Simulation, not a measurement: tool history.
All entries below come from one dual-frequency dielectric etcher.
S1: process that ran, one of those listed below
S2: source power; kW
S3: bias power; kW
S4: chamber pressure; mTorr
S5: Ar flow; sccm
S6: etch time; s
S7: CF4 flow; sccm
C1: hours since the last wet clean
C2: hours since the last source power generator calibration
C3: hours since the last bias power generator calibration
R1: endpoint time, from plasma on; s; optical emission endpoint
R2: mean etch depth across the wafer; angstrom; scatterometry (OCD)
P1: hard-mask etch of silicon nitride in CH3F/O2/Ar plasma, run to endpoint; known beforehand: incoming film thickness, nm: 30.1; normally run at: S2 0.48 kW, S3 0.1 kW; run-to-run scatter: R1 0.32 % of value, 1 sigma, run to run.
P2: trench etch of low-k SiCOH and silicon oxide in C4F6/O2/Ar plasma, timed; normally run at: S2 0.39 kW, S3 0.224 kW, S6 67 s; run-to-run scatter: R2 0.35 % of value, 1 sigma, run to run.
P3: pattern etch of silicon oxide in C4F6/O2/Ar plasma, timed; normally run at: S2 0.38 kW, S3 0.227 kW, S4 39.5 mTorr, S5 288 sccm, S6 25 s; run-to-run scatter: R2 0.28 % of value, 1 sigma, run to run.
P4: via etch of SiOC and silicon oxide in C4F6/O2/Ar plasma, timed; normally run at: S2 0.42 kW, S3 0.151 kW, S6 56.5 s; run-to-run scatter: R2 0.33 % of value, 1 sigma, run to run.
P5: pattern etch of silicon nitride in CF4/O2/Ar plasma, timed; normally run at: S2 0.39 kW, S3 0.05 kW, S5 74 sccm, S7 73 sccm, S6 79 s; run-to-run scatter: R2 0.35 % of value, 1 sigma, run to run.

run,day,S1,S2,S3,S4,S5,S6,S7,C1,C2,C3,R1,R2
1,0.188,P1,0.48,0.1,,,,,154.9,1738,977.8,37.081,
2,0.429,P1,0.48,0.1,,,,,160.7,1743.8,983.6,36.892,
3,0.662,P3,0.38,0.227,39.5,288,37,,166.3,1749.4,989.2,,1185.8
4,0.9,P4,0.42,0.151,,,56.5,,172,1755.1,994.9,,631.44
5,1.079,P5,0.39,0.05,,57,79,73,176.3,1759.4,999.2,,1234.6
6,1.388,P1,0.48,0.122,,,,,183.7,1766.8,1006.6,34.244,
7,1.692,P1,0.48,0.1,,,,,191,1774.1,1013.9,36.822,
8,2.038,P1,0.48,0.061,,,,,199.3,1782.4,1022.2,43.844,
9,2.354,P3,0.38,0.227,39.5,288,25,,206.9,1790,1029.8,,800.19
10,2.575,P2,0.39,0.168,,,67,,212.2,1795.3,1035.1,,2072
11,2.808,P2,0.39,0.224,,,67,,217.8,1800.9,1040.7,,2274.6
# day 2.867: source power generator calibrated
12,3.075,P3,0.38,0.227,28.5,288,25,,224.2,5,1047.1,,832.32
13,3.4,P4,0.42,0.121,,,56.5,,232,12.8,1054.9,,588.92
14,3.729,P4,0.58,0.151,,,56.5,,239.9,20.7,1062.8,,712.54
15,3.979,P1,0.48,0.1,,,,,245.9,26.7,1068.8,36.984,
16,4.267,P2,0.22,0.224,,,67,,252.8,33.6,1075.7,,1835.4
17,4.558,P3,0.38,0.317,39.5,288,25,,259.8,40.6,1082.7,,896.67
18,4.796,P3,0.26,0.227,39.5,288,25,,265.5,46.3,1088.4,,692.81
19,5.096,P1,0.39,0.128,,,,,272.7,53.5,1095.6,36.386,
20,5.288,P5,0.24,0.05,,74,79,73,277.3,58.1,1100.2,,787.54
21,5.558,P5,0.39,0.05,,74,79,52,283.8,64.6,1106.7,,1144.6
22,5.754,P1,0.28,0.1,,,,,288.5,69.3,1111.4,45.27,
23,6.042,P4,0.42,0.151,,,33,,295.4,76.2,1118.3,,367.26
24,6.262,P1,0.66,0.1,,,,,300.7,81.5,1123.6,32.808,
25,6.471,P1,0.48,0.1,,,,,305.7,86.5,1128.6,36.881,
26,6.762,P5,0.39,0.04,,74,79,73,312.7,93.5,1135.6,,1104.9
27,6.979,P1,0.57,0.081,,,,,317.9,98.7,1140.8,37.279,
28,7.233,P5,0.39,0.05,,74,56,73,324,104.8,1146.9,,851.52
29,7.392,P5,0.39,0.05,,74,79,73,327.8,108.6,1150.7,,1204.7
30,7.7,P1,0.48,0.1,,,,,335.2,116,1158.1,36.854,
31,7.912,P2,0.39,0.224,,,41.5,,340.3,121.1,1163.2,,1412.6
32,8.104,P3,0.38,0.227,39.5,176,25,,344.9,125.7,1167.8,,846.85
33,8.35,P1,0.48,0.1,,,,,350.8,131.6,1173.7,36.901,
34,8.621,P1,0.48,0.1,,,,,357.3,138.1,1180.2,36.746,
35,8.946,P1,0.48,0.1,,,,,365.1,145.9,1188,36.528,
36,9.258,P1,0.48,0.1,,,,,372.6,153.4,1195.5,36.239,
37,9.583,P1,0.48,0.1,,,,,380.4,161.2,1203.3,36.397,
# day 9.646: wet clean of the chamber
38,9.908,P1,0.48,0.1,,,,,6.4,169,1211.1,36.302,
39,10.075,P1,0.48,0.1,,,,,10.4,173,1215.1,36.343,
40,10.342,P1,0.48,0.1,,,,,16.8,179.4,1221.5,36.473,

What P1 gives has crept off from where it sat before. The 2 causes that follow fit the log equally well, each at the size noted:
A: bias power that arrives over what is set, % = 4.44
B: source power that arrives over what is set, % = 4.32
At approximately day 8.35, the process output began to creep.
What rules out each remaining cause:
chamber walls in a state that raises the etch rate, %: serviced at day 9.646, after the change had begun; the process did not return to its earlier output

The list below offers 4 check runs, each averaging the results of 2 wafers, and shows each result as a question mark. For which of them would the listed causes give clearly different results?
check 1,10.608,P3,0.38,0.227,39.5,288,25,,,,,,?
check 2,10.608,P5,0.39,0.05,,74,79,73,,,,,?
check 3,10.608,P2,0.39,0.224,,,67,,,,,,?
check 4,10.608,P4,0.42,0.151,,,56.5,,,,,,?

Expected result of each check under each candidate cause:
check,result,if A,if B
check 1,R2,812.23,813.64
check 2,R2,1220.5,1245.3
check 3,R2,2311.5,2315.7
check 4,R2,639.15,641.14
Minimum pairwise separation of causes per check, each pair taken at its best-separating result: check 1 0.17 %; check 2 2.01 %; check 3 0.18 %; check 4 0.31 %
Only in check 2 would the causes give clearly different results; in the remaining checks their results would be nearly the same.

The results of check 2 are: R2 1218.6 angstrom. Based on these, which of the listed causes is it?

The cause is A: bias power that arrives over what is set, %.
